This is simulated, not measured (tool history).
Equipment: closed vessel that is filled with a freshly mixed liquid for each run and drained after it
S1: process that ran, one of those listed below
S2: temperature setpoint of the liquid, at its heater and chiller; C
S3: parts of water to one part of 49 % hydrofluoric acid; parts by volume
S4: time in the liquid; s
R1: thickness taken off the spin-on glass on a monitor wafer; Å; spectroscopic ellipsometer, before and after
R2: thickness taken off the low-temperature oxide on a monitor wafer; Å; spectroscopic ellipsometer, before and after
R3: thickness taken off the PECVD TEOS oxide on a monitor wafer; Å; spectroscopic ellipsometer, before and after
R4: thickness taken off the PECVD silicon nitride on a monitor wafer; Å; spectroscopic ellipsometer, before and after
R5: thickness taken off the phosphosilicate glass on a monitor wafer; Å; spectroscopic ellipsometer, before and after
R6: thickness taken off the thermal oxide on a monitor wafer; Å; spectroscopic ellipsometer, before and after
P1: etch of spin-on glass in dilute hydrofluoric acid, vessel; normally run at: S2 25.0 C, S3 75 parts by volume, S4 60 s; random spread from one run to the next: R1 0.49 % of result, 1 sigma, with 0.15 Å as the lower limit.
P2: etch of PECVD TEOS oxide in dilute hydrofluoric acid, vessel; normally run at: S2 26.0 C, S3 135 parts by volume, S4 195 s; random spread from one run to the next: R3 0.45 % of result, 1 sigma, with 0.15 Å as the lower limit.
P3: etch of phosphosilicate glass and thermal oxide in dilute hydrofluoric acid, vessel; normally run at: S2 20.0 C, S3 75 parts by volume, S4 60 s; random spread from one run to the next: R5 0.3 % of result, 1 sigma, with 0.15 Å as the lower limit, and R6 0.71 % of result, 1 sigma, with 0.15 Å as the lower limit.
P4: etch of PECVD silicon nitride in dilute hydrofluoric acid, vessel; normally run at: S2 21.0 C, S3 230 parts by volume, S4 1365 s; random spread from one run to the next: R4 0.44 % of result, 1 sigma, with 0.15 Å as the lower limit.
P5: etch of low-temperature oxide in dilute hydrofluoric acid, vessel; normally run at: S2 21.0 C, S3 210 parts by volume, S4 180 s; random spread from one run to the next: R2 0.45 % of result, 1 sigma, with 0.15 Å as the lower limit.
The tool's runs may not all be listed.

run   hour  S1    S2   S3    S4       R1      R2       R3      R4       R5      R6
  1    7.7  P1  25.0   75    60   442.11
  2   20.6  P1  18.0   75    60   329.72
  3   28.7  P5  21.0  210    80           110.52
  4   38.1  P2  26.0  135   195                   356.040
  5   50.6  P1  25.0   75   100   728.70
  6   59.8  P1  25.0   20    60  1790.00
  7   68.2  P2  26.0  185   195                   244.330
  8   79.9  P4  25.0  230  1365                            192.56
  9   88.3  P2  19.5  135   195                   272.860
 10   96.6  P2  26.0  135    30                    54.693
 11  103.4  P1  25.0   75    60   440.86
 12  110.6  P1  25.0   75    30   220.77
 13  118.5  P5  21.0  320   180           147.45
 14  132.0  P3  20.0   40    60                                    1545.30  65.613
 15  143.2  P1  25.0   75    60   440.23
 16  155.9  P3  20.0   75    60                                     788.36  33.273
 17  170.6  P4  21.0   55  1365                            604.31
     175.4  -- hydrofluoric acid flow meter replaced
 18  178.6  P3  17.0   75    60                                     694.38  29.564
 19  189.2  P1  32.5   75    60   590.90
 20  196.0  P5  25.0  210   180           289.50
 21  203.0  P4  21.0  230  2525                            274.59
 22  210.1  P5  21.0  210   180           247.40
 23  222.6  P1  25.0   75    60   440.90

Forecast run 24:
 24  234.5  P1  25.0  75  60   ?

{"run 24": {"R1": 440.84}}

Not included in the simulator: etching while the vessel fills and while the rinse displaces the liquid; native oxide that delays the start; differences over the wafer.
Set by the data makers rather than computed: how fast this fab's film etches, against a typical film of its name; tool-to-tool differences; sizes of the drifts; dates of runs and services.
